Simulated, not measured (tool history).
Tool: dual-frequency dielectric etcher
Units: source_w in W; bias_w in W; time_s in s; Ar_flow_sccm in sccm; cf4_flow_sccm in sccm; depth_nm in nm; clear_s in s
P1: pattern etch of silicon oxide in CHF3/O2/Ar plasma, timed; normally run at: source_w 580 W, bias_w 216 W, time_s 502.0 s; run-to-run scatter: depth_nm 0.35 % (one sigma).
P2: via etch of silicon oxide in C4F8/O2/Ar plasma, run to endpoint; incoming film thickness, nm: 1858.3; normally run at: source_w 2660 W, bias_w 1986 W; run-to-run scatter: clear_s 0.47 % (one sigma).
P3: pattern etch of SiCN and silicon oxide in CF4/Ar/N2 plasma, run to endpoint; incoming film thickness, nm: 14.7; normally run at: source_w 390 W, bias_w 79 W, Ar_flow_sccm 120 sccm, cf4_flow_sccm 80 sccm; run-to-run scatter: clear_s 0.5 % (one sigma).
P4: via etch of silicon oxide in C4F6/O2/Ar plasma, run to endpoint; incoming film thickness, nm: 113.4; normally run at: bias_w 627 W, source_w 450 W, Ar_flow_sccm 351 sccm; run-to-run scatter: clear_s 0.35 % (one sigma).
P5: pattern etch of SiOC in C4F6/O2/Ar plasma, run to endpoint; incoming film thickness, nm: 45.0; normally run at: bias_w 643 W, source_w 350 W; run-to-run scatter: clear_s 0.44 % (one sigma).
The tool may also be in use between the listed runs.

run	hour	process	source_w	bias_w	time_s	Ar_flow_sccm	cf4_flow_sccm	depth_nm	clear_s
1	9.6	P1	580	216	502.0			1021.30	
2	18.2	P3	390	79		120	80		19.059
3	27.8	P4	450	627		351			21.799
4	35.8	P4	300	627		351			25.030
5	46.4	P1	350	216	502.0			833.37	
6	59.9	P4	450	627		207			20.421
7	68.4	P2	2660	1986					318.880
8	80.8	P1	580	216	696.5			1408.10	
9	89.7	P1	580	216	303.5			611.94	
10	97.5	P5	350	643					14.015
11	112.1	P1	580	156	502.0			914.23	
# hour 121.5: wet clean of the chamber
12	128.2	P5	350	643					13.995
13	144.5	P2	1990	1986					363.670
14	154.5	P3	540	79		120	80		14.314
15	161.8	P5	350	805					12.895
16	176.5	P4	450	863		351			19.128
17	183.7	P1	580	216	502.0			1012.40	
18	193.2	P2	2660	1174					368.410
19	205.3	P1	580	216	502.0			1016.20	
20	215.1	P2	2660	1986					320.370
21	226.1	P1	760	216	276.0			621.32	
22	241.6	P3	390	79		145	80		19.511
23	253.8	P3	390	79		120	50		20.404
24	267.8	P1	760	216	502.0			1118.70	
25	281.7	P1	580	216	502.0			1014.30	
26	293.4	P1	580	285	502.0			1116.80	
27	309.3	P3	390	61		120	80		20.633
28	325.3	P5	290	643					14.955
29	332.7	P1	580	216	502.0			1015.90	
30	347.3	P1	580	216	502.0			1008.20	
31	356.1	P1	580	216	502.0			999.96	

The next listed run, before its measurement:
32	367.1	P1	580	216	502.0			?	

Run 32 gave depth_nm 997.88 nm.

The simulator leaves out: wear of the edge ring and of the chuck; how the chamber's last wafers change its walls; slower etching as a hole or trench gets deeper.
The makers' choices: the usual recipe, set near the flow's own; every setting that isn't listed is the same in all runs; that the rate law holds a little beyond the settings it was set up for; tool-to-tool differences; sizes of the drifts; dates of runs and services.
